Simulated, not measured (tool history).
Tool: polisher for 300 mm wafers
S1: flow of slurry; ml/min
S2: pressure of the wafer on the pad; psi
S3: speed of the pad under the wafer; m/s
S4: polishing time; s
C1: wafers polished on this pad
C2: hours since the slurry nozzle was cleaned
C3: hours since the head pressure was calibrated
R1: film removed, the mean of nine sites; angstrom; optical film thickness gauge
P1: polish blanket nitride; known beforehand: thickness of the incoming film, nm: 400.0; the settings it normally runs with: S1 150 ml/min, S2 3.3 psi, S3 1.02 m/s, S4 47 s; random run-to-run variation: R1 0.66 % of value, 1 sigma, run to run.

{"run": 1, "day": 0.321, "S1": 150, "S2": 3.3, "S3": 1.02, "S4": 47, "C1": 379, "C2": 153.4, "C3": 300.7, "R1": 848.02}
{"run": 2, "day": 0.829, "S1": 150, "S2": 3.3, "S3": 1.02, "S4": 47, "C1": 523, "C2": 165.6, "C3": 312.9, "R1": 853.49}
{"run": 3, "day": 1.25, "S1": 225, "S2": 3.3, "S3": 1.02, "S4": 47, "C1": 641, "C2": 175.7, "C3": 323, "R1": 902.98}
{"run": 4, "day": 1.742, "S1": 115, "S2": 3.3, "S3": 1.02, "S4": 33, "C1": 779, "C2": 187.5, "C3": 334.8, "R1": 567.07}
{"run": 5, "day": 2.183, "S1": 150, "S2": 1.9, "S3": 1.02, "S4": 47, "C1": 904, "C2": 198.1, "C3": 345.4, "R1": 491.55}
{"run": 6, "day": 2.5, "S1": 150, "S2": 3.3, "S3": 1.02, "S4": 47, "C1": 993, "C2": 205.7, "C3": 353, "R1": 842.05}
{"run": 7, "day": 3.071, "S1": 90, "S2": 3.3, "S3": 1.02, "S4": 47, "C1": 1154, "C2": 219.4, "C3": 366.7, "R1": 756.83}
{"run": 8, "day": 3.529, "S1": 150, "S2": 3.3, "S3": 1.02, "S4": 47, "C1": 1283, "C2": 230.4, "C3": 377.7, "R1": 851.29}
{"run": 9, "day": 3.883, "S1": 150, "S2": 1.5, "S3": 1.02, "S4": 64, "C1": 1383, "C2": 238.9, "C3": 386.2, "R1": 532.06}
{"run": 10, "day": 4.321, "S1": 150, "S2": 3.3, "S3": 0.46, "S4": 47, "C1": 1506, "C2": 249.4, "C3": 396.7, "R1": 446.09}
{"run": 11, "day": 4.979, "S1": 150, "S2": 3.3, "S3": 1.02, "S4": 24, "C1": 1691, "C2": 265.2, "C3": 412.5, "R1": 436.24}
{"day": 5.279, "done": "slurry nozzle cleaned"}
{"run": 12, "day": 5.288, "S1": 150, "S2": 3.3, "S3": 1.02, "S4": 47, "C1": 1778, "C2": 0.2, "C3": 419.9, "R1": 850.43}
{"run": 13, "day": 5.721, "S1": 150, "S2": 2.1, "S3": 1.02, "S4": 70, "C1": 1900, "C2": 10.6, "C3": 430.3, "R1": 809.05}
{"run": 14, "day": 6.167, "S1": 150, "S2": 3.3, "S3": 1.02, "S4": 47, "C1": 2026, "C2": 21.3, "C3": 441, "R1": 836.52}
{"run": 15, "day": 6.638, "S1": 150, "S2": 3.3, "S3": 1.56, "S4": 47, "C1": 2158, "C2": 32.6, "C3": 452.3, "R1": 1184.6}
{"run": 16, "day": 7.2, "S1": 150, "S2": 3.3, "S3": 1.02, "S4": 72, "C1": 2317, "C2": 46.1, "C3": 465.8, "R1": 1298.8}
{"run": 17, "day": 7.6, "S1": 150, "S2": 3.3, "S3": 1.02, "S4": 47, "C1": 2429, "C2": 55.7, "C3": 475.4, "R1": 852.48}
{"run": 18, "day": 8.183, "S1": 150, "S2": 5.2, "S3": 1.02, "S4": 47, "C1": 2593, "C2": 69.7, "C3": 489.4, "R1": 1330.9}
{"run": 19, "day": 8.683, "S1": 150, "S2": 3.3, "S3": 1.02, "S4": 47, "C1": 2734, "C2": 81.7, "C3": 501.4, "R1": 853.6}
{"run": 20, "day": 9.267, "S1": 150, "S2": 3.3, "S3": 1.02, "S4": 47, "C1": 2899, "C2": 95.7, "C3": 515.4, "R1": 817.83}
{"run": 21, "day": 9.662, "S1": 150, "S2": 3.3, "S3": 1.02, "S4": 47, "C1": 3010, "C2": 105.2, "C3": 524.9, "R1": 807.12}
{"run": 22, "day": 10.129, "S1": 150, "S2": 3.3, "S3": 1.02, "S4": 47, "C1": 3141, "C2": 116.4, "C3": 536.1, "R1": 806.5}
{"run": 23, "day": 10.642, "S1": 150, "S2": 3.3, "S3": 1.02, "S4": 47, "C1": 3286, "C2": 128.7, "C3": 548.4, "R1": 781.76}
{"run": 24, "day": 10.992, "S1": 150, "S2": 3.3, "S3": 1.02, "S4": 47, "C1": 3384, "C2": 137.1, "C3": 556.8, "R1": 784.11}
{"day": 11.438, "done": "head pressure recalibrated"}
{"run": 25, "day": 11.621, "S1": 150, "S2": 3.3, "S3": 1.02, "S4": 47, "C1": 3561, "C2": 152.2, "C3": 4.5, "R1": 783.13}
{"run": 26, "day": 12.225, "S1": 150, "S2": 3.3, "S3": 1.02, "S4": 47, "C1": 3732, "C2": 166.7, "C3": 19, "R1": 775.73}
{"run": 27, "day": 12.658, "S1": 150, "S2": 3.3, "S3": 1.02, "S4": 47, "C1": 3854, "C2": 177.1, "C3": 29.4, "R1": 769.45}
{"run": 28, "day": 13.275, "S1": 150, "S2": 3.3, "S3": 1.02, "S4": 47, "C1": 4027, "C2": 191.9, "C3": 44.2, "R1": 772.34}

Expected results for the next run?
{"run": 29, "day": 13.946, "S1": 150, "S2": 3.3, "S3": 1.02, "S4": 47, "C1": 4216, "C2": 208, "C3": 60.3, "R1": "?"}

R1: 773.08 angstrom
